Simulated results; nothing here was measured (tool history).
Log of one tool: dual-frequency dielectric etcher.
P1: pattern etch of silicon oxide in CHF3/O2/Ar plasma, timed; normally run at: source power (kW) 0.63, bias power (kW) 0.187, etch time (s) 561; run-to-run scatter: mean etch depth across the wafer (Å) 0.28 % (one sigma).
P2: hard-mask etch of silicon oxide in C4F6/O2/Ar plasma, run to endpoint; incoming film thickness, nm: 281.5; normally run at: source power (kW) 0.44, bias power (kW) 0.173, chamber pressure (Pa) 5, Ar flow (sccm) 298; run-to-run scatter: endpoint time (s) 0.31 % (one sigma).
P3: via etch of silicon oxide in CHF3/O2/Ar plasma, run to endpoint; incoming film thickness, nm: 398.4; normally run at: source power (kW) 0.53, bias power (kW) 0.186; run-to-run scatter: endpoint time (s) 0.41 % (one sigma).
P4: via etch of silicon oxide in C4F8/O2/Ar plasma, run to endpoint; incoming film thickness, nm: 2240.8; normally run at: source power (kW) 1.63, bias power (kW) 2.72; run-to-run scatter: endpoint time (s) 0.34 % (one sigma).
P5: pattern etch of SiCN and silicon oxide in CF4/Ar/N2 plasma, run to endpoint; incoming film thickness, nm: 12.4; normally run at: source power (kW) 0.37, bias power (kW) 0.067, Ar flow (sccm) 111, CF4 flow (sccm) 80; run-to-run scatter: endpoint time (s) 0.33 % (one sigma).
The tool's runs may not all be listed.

run    day  process that ran  source power (kW)  bias power (kW)  etch time (s)  chamber pressure (Pa)  Ar flow (sccm)  CF4 flow (sccm)  hours since the last wet clean  hours since the last source power generator calibration  hours since the last bias power generator calibration  mean etch depth across the wafer (Å)  endpoint time (s)
  1  0.129                P1               0.63            0.187            561                                                                                   311.7                                                   1159.9                                                  937.8                                 11470
  2  0.312                P1               0.63            0.138            561                                                                                   316.1                                                   1164.3                                                  942.2                                 10390
  3  0.538                P4               2.21             2.72                                                                                                  321.5                                                   1169.7                                                  947.6                                                   390.98
  4    0.7                P3               0.53            0.186                                                                                                  325.4                                                   1173.6                                                  951.5                                                   207.25
  5  0.842                P4               1.63             2.72                                                                                                  328.8                                                     1177                                                  954.9                                                   441.24
  6  1.079                P2               0.44            0.104                                     5             298                                            334.5                                                   1182.7                                                  960.6                                                    102.9
  7    1.2                P5               0.37            0.067                                                   111               80                           337.4                                                   1185.6                                                  963.5                                                   17.426
  8  1.346                P1               0.84            0.187            561                                                                                   340.9                                                   1189.1                                                    967                                 12750
  9    1.5                P1               0.37            0.187            561                                                                                   344.6                                                   1192.8                                                  970.7                                9325.6
 10  1.708                P2               0.44            0.173                                   3.8             298                                            349.6                                                   1197.8                                                  975.7                                                     85.7
 11  1.892                P1               0.63            0.187            561                                                                                     354                                                   1202.2                                                  980.1                                 11456
 12  2.004                P1               0.63            0.187            561                                                                                   356.7                                                   1204.9                                                  982.8                                 11477
 13  2.167                P5               0.37            0.067                                                   111               80                           360.6                                                   1208.8                                                  986.7                                                   17.531
 14  2.292                P5               0.46            0.067                                                   111               80                           363.6                                                   1211.8                                                  989.7                                                   14.442
 15  2.538                P4               1.63            1.839                                                                                                  369.5                                                   1217.7                                                  995.6                                                   498.05
 16  2.729                P2               0.44            0.173                                     5             298                                            374.1                                                   1222.3                                                 1000.2                                                   88.099
 17  2.892                P1                0.5            0.125            561                                                                                     378                                                   1226.2                                                 1004.1                                9205.2
 18   3.05                P1               0.63            0.187          318.5                                                                                   381.8                                                     1230                                                 1007.9                                6510.1
 19  3.229                P2               0.62            0.173                                     5             298                                            386.1                                                   1234.3                                                 1012.2                                                   76.899
 20  3.412                P3               0.53            0.256                                                                                                  390.5                                                   1238.7                                                 1016.6                                                   184.67
 21  3.529                P3               0.53            0.186                                                                                                  393.3                                                   1241.5                                                 1019.4                                                   208.07
 22  3.767                P1               0.63             0.22          767.5                                                                                     399                                                   1247.2                                                 1025.1                                 16566
 23  3.904                P5               0.37            0.042                                                   111               80                           402.3                                                   1250.5                                                 1028.4                                                   20.286
 24  4.017                P3               0.71            0.186                                                                                                    405                                                   1253.2                                                 1031.1                                                   185.54
 25  4.125                P1               0.63            0.249            561                                                                                   407.6                                                   1255.8                                                 1033.7                                 12583
     4.229  -- source power generator calibrated
 26  4.358                P1               0.63            0.187          796.5                                                                                   413.2                                                      3.1                                                 1039.3                                 16239

Run 27 comes next. What will it give?
 27  4.521                P2               0.44            0.173                                     5             298                                            417.1                                                        7                                                 1043.2                                                        ?

endpoint time (s): 88.079
